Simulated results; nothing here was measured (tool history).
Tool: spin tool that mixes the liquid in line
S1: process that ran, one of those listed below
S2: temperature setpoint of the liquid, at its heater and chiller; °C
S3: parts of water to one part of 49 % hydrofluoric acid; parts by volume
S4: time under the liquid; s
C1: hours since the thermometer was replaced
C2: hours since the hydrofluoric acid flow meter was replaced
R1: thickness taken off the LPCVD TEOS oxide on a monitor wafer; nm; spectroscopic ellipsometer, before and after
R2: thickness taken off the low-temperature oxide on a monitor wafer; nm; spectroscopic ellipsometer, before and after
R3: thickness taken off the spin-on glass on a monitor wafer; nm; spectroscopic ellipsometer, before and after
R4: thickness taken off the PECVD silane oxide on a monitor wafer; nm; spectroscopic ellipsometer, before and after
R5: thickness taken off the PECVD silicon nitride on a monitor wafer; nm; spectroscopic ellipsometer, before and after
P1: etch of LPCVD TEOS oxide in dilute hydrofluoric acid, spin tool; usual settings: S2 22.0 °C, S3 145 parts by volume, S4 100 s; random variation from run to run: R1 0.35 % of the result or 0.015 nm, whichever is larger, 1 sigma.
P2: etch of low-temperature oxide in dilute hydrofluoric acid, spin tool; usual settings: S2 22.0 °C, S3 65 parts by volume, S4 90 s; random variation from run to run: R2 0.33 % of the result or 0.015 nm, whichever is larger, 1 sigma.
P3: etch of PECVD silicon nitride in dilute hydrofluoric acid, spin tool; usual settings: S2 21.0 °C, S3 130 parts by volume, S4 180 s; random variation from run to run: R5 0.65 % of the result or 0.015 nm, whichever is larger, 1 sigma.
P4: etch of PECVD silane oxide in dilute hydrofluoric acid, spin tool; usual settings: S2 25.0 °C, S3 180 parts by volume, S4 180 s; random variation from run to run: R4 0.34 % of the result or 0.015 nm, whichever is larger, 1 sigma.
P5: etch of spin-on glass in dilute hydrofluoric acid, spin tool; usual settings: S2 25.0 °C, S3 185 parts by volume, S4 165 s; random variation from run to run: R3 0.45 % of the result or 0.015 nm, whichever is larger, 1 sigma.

run 1 hour=10.2 | S1=P1 S2=22.0 S3=145 S4=100 | C1=1202.8 C2=465.9 | R1=24.310
run 2 hour=16.5 | S1=P2 S2=22.0 S3=115 S4=90 | C1=1209.1 C2=472.2 | R2=8.4222
run 3 hour=27.0 | S1=P5 S2=25.0 S3=185 S4=165 | C1=1219.6 C2=482.7 | R3=37.090
run 4 hour=36.9 | S1=P4 S2=25.0 S3=180 S4=180 | C1=1229.5 C2=492.6 | R4=46.722
run 5 hour=43.1 | S1=P2 S2=22.0 S3=65 S4=30 | C1=1235.7 C2=498.8 | R2=5.2902
run 6 hour=51.0 | S1=P1 S2=22.0 S3=145 S4=100 | C1=1243.6 C2=506.7 | R1=24.307
run 7 hour=58.7 | S1=P1 S2=22.0 S3=145 S4=180 | C1=1251.3 C2=514.4 | R1=43.511
run 8 hour=66.5 | S1=P1 S2=22.0 S3=145 S4=100 | C1=1259.1 C2=522.2 | R1=24.219
run 9 hour=73.5 | S1=P2 S2=22.0 S3=65 S4=90 | C1=1266.1 C2=529.2 | R2=15.7510
run 10 hour=81.3 | S1=P5 S2=25.0 S3=185 S4=165 | C1=1273.9 C2=537.0 | R3=37.412
run 11 hour=90.1 | S1=P4 S2=25.0 S3=180 S4=55 | C1=1282.7 C2=545.8 | R4=14.209
run 12 hour=100.2 | S1=P2 S2=22.0 S3=65 S4=90 | C1=1292.8 C2=555.9 | R2=15.8460
run 13 hour=108.6 | S1=P5 S2=25.0 S3=55 S4=165 | C1=1301.2 C2=564.3 | R3=147.210
run 14 hour=117.3 | S1=P2 S2=17.0 S3=65 S4=90 | C1=1309.9 C2=573.0 | R2=12.8730
run 15 hour=126.6 | S1=P1 S2=17.0 S3=145 S4=100 | C1=1319.2 C2=582.3 | R1=19.858
run 16 hour=134.5 | S1=P1 S2=18.5 S3=230 S4=100 | C1=1327.1 C2=590.2 | R1=12.227
run 17 hour=142.3 | S1=P1 S2=22.0 S3=35 S4=15 | C1=1334.9 C2=598.0 | R1=17.182
run 18 hour=150.0 | S1=P3 S2=17.0 S3=130 S4=180 | C1=1342.6 C2=605.7 | R5=2.9480
run 19 hour=160.4 | S1=P1 S2=22.0 S3=45 S4=35 | C1=1353.0 C2=616.1 | R1=30.731
run 20 hour=171.6 | S1=P3 S2=21.0 S3=130 S4=180 | C1=1364.2 C2=627.3 | R5=3.9047
run 21 hour=180.6 | S1=P1 S2=22.0 S3=145 S4=100 | C1=1373.2 C2=636.3 | R1=24.197
run 22 hour=190.5 | S1=P5 S2=25.0 S3=185 S4=315 | C1=1383.1 C2=646.2 | R3=70.956
run 23 hour=196.4 | S1=P1 S2=26.0 S3=145 S4=100 | C1=1389.0 C2=652.1 | R1=28.217
run 24 hour=206.6 | S1=P1 S2=22.0 S3=45 S4=100 | C1=1399.2 C2=662.3 | R1=87.519
run 25 hour=213.9 | S1=P1 S2=22.0 S3=145 S4=100 | C1=1406.5 C2=669.6 | R1=24.171
run 26 hour=224.7 | S1=P1 S2=22.0 S3=145 S4=55 | C1=1417.3 C2=680.4 | R1=13.329
run 27 hour=234.4 | S1=P1 S2=22.0 S3=200 S4=100 | C1=1427.0 C2=690.1 | R1=16.577

Forecast run 28:
run 28 hour=240.0 | S1=P3 S2=21.0 S3=130 S4=180 | C1=1432.6 C2=695.7 | R5=?

Run 28 gave R5 3.8474 nm.

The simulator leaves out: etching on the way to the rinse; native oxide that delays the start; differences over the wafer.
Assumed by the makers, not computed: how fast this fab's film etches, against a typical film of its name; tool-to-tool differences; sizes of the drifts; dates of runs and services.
